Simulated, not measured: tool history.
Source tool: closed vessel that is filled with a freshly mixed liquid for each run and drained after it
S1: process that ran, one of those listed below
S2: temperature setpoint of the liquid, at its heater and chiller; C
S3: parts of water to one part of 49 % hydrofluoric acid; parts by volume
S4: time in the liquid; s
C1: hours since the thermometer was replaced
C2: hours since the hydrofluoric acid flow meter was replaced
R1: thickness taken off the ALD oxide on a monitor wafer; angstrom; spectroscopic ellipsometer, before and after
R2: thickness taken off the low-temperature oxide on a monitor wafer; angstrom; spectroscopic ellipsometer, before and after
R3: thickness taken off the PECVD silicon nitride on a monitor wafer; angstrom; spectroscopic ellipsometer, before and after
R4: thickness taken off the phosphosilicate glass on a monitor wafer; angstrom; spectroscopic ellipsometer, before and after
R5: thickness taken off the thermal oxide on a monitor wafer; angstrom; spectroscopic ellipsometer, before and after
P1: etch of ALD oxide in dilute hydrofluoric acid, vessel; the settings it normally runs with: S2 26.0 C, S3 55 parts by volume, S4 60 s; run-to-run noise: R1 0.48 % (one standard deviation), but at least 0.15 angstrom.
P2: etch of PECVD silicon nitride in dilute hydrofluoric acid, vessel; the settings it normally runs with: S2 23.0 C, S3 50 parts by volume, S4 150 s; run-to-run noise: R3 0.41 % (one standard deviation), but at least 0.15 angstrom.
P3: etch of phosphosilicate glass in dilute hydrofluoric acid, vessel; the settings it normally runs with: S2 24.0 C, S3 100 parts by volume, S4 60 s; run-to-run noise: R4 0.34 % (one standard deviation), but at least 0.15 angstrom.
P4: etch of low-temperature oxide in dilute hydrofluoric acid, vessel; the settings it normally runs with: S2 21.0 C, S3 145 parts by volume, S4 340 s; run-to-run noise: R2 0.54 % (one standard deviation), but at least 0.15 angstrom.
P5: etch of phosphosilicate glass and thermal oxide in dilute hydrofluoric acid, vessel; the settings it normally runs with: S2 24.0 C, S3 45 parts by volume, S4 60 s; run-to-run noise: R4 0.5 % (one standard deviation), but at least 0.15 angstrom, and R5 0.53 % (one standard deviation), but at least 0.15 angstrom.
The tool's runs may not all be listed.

run 1 day=0.608 | S1=P1 S2=26.0 S3=55 S4=60 | C1=416.4 C2=300.9 | R1=225.95
run 2 day=1.029 | S1=P4 S2=21.0 S3=145 S4=555 | C1=426.5 C2=311.0 | R2=584.61
run 3 day=1.429 | S1=P2 S2=23.0 S3=50 S4=150 | C1=436.1 C2=320.6 | R3=98.969
run 4 day=1.775 | S1=P1 S2=26.0 S3=55 S4=60 | C1=444.4 C2=328.9 | R1=225.51
run 5 day=2.346 | S1=P4 S2=21.0 S3=200 S4=340 | C1=458.1 C2=342.6 | R2=242.76
run 6 day=2.800 | S1=P2 S2=29.5 S3=50 S4=150 | C1=469.0 C2=353.5 | R3=152.920
run 7 day=3.238 | S1=P3 S2=24.0 S3=100 S4=30 | C1=479.5 C2=364.0 | R4=385.96
run 8 day=3.675 | S1=P2 S2=23.0 S3=20 S4=150 | C1=490.0 C2=374.5 | R3=240.700
run 9 day=4.004 | S1=P1 S2=26.0 S3=55 S4=115 | C1=497.9 C2=382.4 | R1=431.51
run 10 day=4.462 | S1=P5 S2=24.0 S3=45 S4=30 | C1=508.9 C2=393.4 | R4=420.41 R5=32.268
run 11 day=5.079 | S1=P1 S2=26.0 S3=55 S4=60 | C1=523.7 C2=408.2 | R1=227.33
run 12 day=5.567 | S1=P1 S2=26.0 S3=35 S4=85 | C1=535.4 C2=419.9 | R1=515.96
run 13 day=5.888 | S1=P1 S2=26.0 S3=20 S4=60 | C1=543.1 C2=427.6 | R1=655.96
run 14 day=6.204 | S1=P1 S2=26.0 S3=85 S4=60 | C1=550.7 C2=435.2 | R1=139.45
run 15 day=6.658 | S1=P1 S2=26.0 S3=55 S4=60 | C1=561.6 C2=446.1 | R1=226.10
run 16 day=7.108 | S1=P5 S2=30.0 S3=45 S4=60 | C1=572.4 C2=456.9 | R4=1068.80 R5=82.408
run 17 day=7.600 | S1=P1 S2=34.0 S3=55 S4=60 | C1=584.2 C2=468.7 | R1=311.50
run 18 day=8.150 | S1=P1 S2=26.0 S3=55 S4=30 | C1=597.4 C2=481.9 | R1=113.87
run 19 day=8.546 | S1=P3 S2=24.0 S3=100 S4=60 | C1=606.9 C2=491.4 | R4=773.26
run 20 day=9.217 | S1=P4 S2=17.0 S3=145 S4=340 | C1=623.0 C2=507.5 | R2=307.61
run 21 day=9.662 | S1=P5 S2=24.0 S3=60 S4=60 | C1=633.7 C2=518.2 | R4=620.14 R5=47.021
run 22 day=10.350 | S1=P2 S2=23.0 S3=50 S4=285 | C1=650.2 C2=534.7 | R3=187.910
run 23 day=10.967 | S1=P3 S2=29.0 S3=100 S4=60 | C1=665.0 C2=549.5 | R4=940.16
run 24 day=11.625 | S1=P2 S2=23.0 S3=50 S4=150 | C1=680.8 C2=565.3 | R3=98.727
run 25 day=12.108 | S1=P3 S2=24.0 S3=35 S4=60 | C1=692.4 C2=576.9 | R4=2393.20
-- day=12.362 thermometer replaced
run 26 day=12.592 | S1=P1 S2=26.0 S3=55 S4=60 | C1=5.5 C2=588.5 | R1=226.05
run 27 day=13.000 | S1=P5 S2=24.0 S3=45 S4=60 | C1=15.3 C2=598.3 | R4=846.14 R5=64.732
run 28 day=13.629 | S1=P1 S2=18.0 S3=55 S4=60 | C1=30.4 C2=613.4 | R1=161.86
run 29 day=14.017 | S1=P4 S2=21.0 S3=145 S4=340 | C1=39.7 C2=622.7 | R2=358.98
run 30 day=14.321 | S1=P1 S2=26.0 S3=55 S4=60 | C1=47.0 C2=630.0 | R1=226.08
run 31 day=14.708 | S1=P1 S2=26.0 S3=55 S4=60 | C1=56.3 C2=639.3 | R1=235.61
run 32 day=15.296 | S1=P1 S2=26.0 S3=55 S4=60 | C1=70.4 C2=653.4 | R1=242.23
run 33 day=15.800 | S1=P1 S2=26.0 S3=55 S4=60 | C1=82.5 C2=665.5 | R1=245.50
run 34 day=16.112 | S1=P1 S2=26.0 S3=55 S4=60 | C1=90.0 C2=673.0 | R1=244.03
run 35 day=16.642 | S1=P1 S2=26.0 S3=55 S4=60 | C1=102.7 C2=685.7 | R1=247.05
run 36 day=17.162 | S1=P1 S2=26.0 S3=55 S4=60 | C1=115.2 C2=698.2 | R1=248.51

Compared with where it was, what P1 gives has crept away. Each cause listed below fits the log as well as the rest, at the size given for it:
A: hydrofluoric acid flow above the setpoint (%) = 8.3
B: liquid hotter than its thermometer reads (K) = 2.14
The gradual shift began around day 14.321.

The check runs listed below each take one wafer, and their results are still question marks. Under which run would the listed causes lead to clearly different results?
run check 1 day=17.683 | S1=P2 S2=23.0 S3=50 S4=150 | R3=?
run check 2 day=17.683 | S1=P5 S2=24.0 S3=45 S4=60 | R4=? R5=?
run check 3 day=17.683 | S1=P4 S2=21.0 S3=145 S4=340 | R2=?
run check 4 day=17.683 | S1=P3 S2=24.0 S3=100 S4=60 | R4=?

What every check run would give for each of its results, assuming each possible cause in turn:
check=check_1 result=R3 if_A=107.110 if_B=114.470
check=check_2 result=R4 if_A=917.01 if_B=920.06
check=check_2 result=R5 if_A=70.146 if_B=70.379
check=check_3 result=R2 if_A=393.79 if_B=390.65
check=check_4 result=R4 if_A=844.59 if_B=840.21
Per-check spread between the two closest causes, in the result where they differ most: check 1 6.64 %; check 2 0.33 %; check 3 0.8 %; check 4 0.52 %
Check 1 distinguishes between the causes, while the remaining checks would return nearly the same result for all of them.

With check 1 done, the readings were: R3 113.980 angstrom. Identify which of the listed causes applies.

It is B: liquid hotter than its thermometer reads (K).
